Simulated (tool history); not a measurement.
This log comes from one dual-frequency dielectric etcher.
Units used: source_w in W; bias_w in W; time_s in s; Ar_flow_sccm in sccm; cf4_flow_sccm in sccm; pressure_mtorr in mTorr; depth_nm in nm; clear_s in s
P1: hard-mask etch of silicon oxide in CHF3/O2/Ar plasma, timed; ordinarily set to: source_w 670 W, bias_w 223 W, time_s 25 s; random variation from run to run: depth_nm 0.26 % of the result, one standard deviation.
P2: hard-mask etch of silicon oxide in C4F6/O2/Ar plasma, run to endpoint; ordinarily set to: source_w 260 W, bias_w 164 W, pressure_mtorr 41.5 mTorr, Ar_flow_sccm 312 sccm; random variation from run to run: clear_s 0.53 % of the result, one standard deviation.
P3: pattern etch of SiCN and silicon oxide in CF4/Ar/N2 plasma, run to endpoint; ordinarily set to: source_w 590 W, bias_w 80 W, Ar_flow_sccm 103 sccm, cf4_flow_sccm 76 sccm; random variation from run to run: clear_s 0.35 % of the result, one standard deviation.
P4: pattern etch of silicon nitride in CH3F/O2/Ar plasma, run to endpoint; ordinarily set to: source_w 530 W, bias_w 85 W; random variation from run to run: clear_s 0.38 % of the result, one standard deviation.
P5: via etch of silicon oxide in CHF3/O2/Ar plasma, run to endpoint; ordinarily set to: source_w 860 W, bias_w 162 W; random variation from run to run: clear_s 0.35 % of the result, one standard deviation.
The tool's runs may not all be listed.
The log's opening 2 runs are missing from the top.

run	day	process	source_w	bias_w	time_s	Ar_flow_sccm	cf4_flow_sccm	pressure_mtorr	hours since the last wet clean	hours since the last source power generator calibration	hours since the last bias power generator calibration	depth_nm	clear_s
3	0.996	P3	590	80		146	76		185.8	2559.8	506.5		15.225
4	1.242	P5	860	162					191.7	2565.7	512.4		312.12
5	1.446	P1	670	223	25				196.6	2570.6	517.3	55.555	
6	1.804	P1	670	223	25				205.2	2579.2	525.9	55.469	
7	2.088	P5	860	217					212	2586	532.7		283.15
8	2.529	P1	480	223	25				222.6	2596.6	543.3	49.073	
9	2.979	P3	590	80		103	76		233.4	2607.4	554.1		14.434
10	3.396	P3	590	57		103	76		243.4	2617.4	564.1		16.048
11	3.683	P1	670	302	25				250.3	2624.3	571	61.966	
12	4.054	P1	670	144	25				259.2	2633.2	579.9	47.967	
13	4.271	P1	670	223	34				264.4	2638.4	585.1	75.904	
14	4.7	P3	590	80		103	76		274.7	2648.7	595.4		14.412
15	5.133	P2	260	164		254		41.5	285.1	2659.1	605.8		76.845
16	5.546	P1	670	223	25				295	2669	615.7	55.681	
17	5.917	P1	670	223	17.5				303.9	2677.9	624.6	39.014	
18	6.112	P4	350	85					308.6	2682.6	629.3		70.31
19	6.312	P1	670	223	25				313.4	2687.4	634.1	55.364	
20	6.646	P2	170	164		312		41.5	321.4	2695.4	642.1		92.455
21	6.979	P2	260	164		312		54.5	329.4	2703.4	650.1		81.538
22	7.258	P1	670	223	25				336.1	2710.1	656.8	55.56	
23	7.542	P3	770	80		103	76		342.9	2716.9	663.6		11.393
24	7.75	P2	260	109		312		41.5	347.9	2721.9	668.6		88.393

Forecast run 25:
25	7.946	P4	530	85					352.6	2726.6	673.3		?

Run 25 measured clear_s 59.715 s.

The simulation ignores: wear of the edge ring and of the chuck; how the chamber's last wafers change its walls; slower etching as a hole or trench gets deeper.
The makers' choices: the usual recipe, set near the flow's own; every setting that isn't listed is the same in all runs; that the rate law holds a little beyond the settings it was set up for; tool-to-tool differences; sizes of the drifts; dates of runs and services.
